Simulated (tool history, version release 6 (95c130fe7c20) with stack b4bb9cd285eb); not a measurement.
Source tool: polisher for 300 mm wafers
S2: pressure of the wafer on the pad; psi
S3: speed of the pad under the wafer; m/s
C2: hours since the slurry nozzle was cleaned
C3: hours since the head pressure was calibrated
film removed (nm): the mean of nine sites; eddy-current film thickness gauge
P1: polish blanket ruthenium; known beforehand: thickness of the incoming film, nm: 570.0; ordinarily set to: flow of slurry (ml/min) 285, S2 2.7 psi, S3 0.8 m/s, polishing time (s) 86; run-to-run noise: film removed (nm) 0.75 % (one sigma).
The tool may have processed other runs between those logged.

run 1 day=0.704 | flow_of_slurry_(ml/min)=285 S2=2.7 S3=0.8 polishing_time_(s)=86 | wafers_polished_on_this_pad=544 C2=225.6 C3=238.7 | film_removed_(nm)=110.85
run 2 day=1.025 | flow_of_slurry_(ml/min)=285 S2=2.7 S3=0.8 polishing_time_(s)=86 | wafers_polished_on_this_pad=598 C2=233.3 C3=246.4 | film_removed_(nm)=110.03
run 3 day=1.5 | flow_of_slurry_(ml/min)=350 S2=2.7 S3=0.56 polishing_time_(s)=86 | wafers_polished_on_this_pad=678 C2=244.7 C3=257.8 | film_removed_(nm)=78.187
run 4 day=2.112 | flow_of_slurry_(ml/min)=440 S2=2.7 S3=0.8 polishing_time_(s)=86 | wafers_polished_on_this_pad=781 C2=259.4 C3=272.5 | film_removed_(nm)=113.21
-- day=2.562 worn pad replaced by a new one
run 5 day=2.592 | flow_of_slurry_(ml/min)=285 S2=1.2 S3=0.8 polishing_time_(s)=86 | wafers_polished_on_this_pad=5 C2=270.9 C3=284 | film_removed_(nm)=48.841
run 6 day=2.925 | flow_of_slurry_(ml/min)=285 S2=4.2 S3=0.8 polishing_time_(s)=86 | wafers_polished_on_this_pad=61 C2=278.9 C3=292 | film_removed_(nm)=172.28
run 7 day=3.446 | flow_of_slurry_(ml/min)=285 S2=2.7 S3=1.18 polishing_time_(s)=86 | wafers_polished_on_this_pad=148 C2=291.4 C3=304.5 | film_removed_(nm)=163.63
run 8 day=3.829 | flow_of_slurry_(ml/min)=285 S2=2.7 S3=0.8 polishing_time_(s)=121 | wafers_polished_on_this_pad=213 C2=300.6 C3=313.7 | film_removed_(nm)=156.33
-- day=4.046 head pressure recalibrated
run 9 day=4.421 | flow_of_slurry_(ml/min)=285 S2=2.7 S3=0.8 polishing_time_(s)=86 | wafers_polished_on_this_pad=312 C2=314.8 C3=9.1 | film_removed_(nm)=110.53
run 10 day=5.117 | flow_of_slurry_(ml/min)=285 S2=2.7 S3=0.8 polishing_time_(s)=47 | wafers_polished_on_this_pad=429 C2=331.5 C3=25.8 | film_removed_(nm)=60.897
run 11 day=5.604 | flow_of_slurry_(ml/min)=170 S2=2.7 S3=0.8 polishing_time_(s)=86 | wafers_polished_on_this_pad=511 C2=343.2 C3=37.5 | film_removed_(nm)=104.72
run 12 day=6.304 | flow_of_slurry_(ml/min)=285 S2=2.7 S3=0.38 polishing_time_(s)=86 | wafers_polished_on_this_pad=629 C2=360 C3=54.3 | film_removed_(nm)=52.461
run 13 day=6.842 | flow_of_slurry_(ml/min)=415 S2=2.7 S3=0.44 polishing_time_(s)=86 | wafers_polished_on_this_pad=719 C2=372.9 C3=67.2 | film_removed_(nm)=62.482
run 14 day=7.154 | flow_of_slurry_(ml/min)=285 S2=2.7 S3=0.8 polishing_time_(s)=86 | wafers_polished_on_this_pad=772 C2=380.4 C3=74.7 | film_removed_(nm)=110.93
run 15 day=7.842 | flow_of_slurry_(ml/min)=285 S2=2.7 S3=0.8 polishing_time_(s)=86 | wafers_polished_on_this_pad=888 C2=396.9 C3=91.2 | film_removed_(nm)=110.41
run 16 day=8.542 | flow_of_slurry_(ml/min)=285 S2=3.3 S3=1.04 polishing_time_(s)=86 | wafers_polished_on_this_pad=1005 C2=413.7 C3=108 | film_removed_(nm)=176.62
run 17 day=9.242 | flow_of_slurry_(ml/min)=285 S2=2.7 S3=0.8 polishing_time_(s)=86 | wafers_polished_on_this_pad=1123 C2=430.5 C3=124.8 | film_removed_(nm)=110.48

Run 18 is up next; what results do you expect?
run 18 day=9.821 | flow_of_slurry_(ml/min)=285 S2=2.7 S3=0.8 polishing_time_(s)=86 | wafers_polished_on_this_pad=1221 C2=444.4 C3=138.7 | film_removed_(nm)=?

film removed (nm): 109.46

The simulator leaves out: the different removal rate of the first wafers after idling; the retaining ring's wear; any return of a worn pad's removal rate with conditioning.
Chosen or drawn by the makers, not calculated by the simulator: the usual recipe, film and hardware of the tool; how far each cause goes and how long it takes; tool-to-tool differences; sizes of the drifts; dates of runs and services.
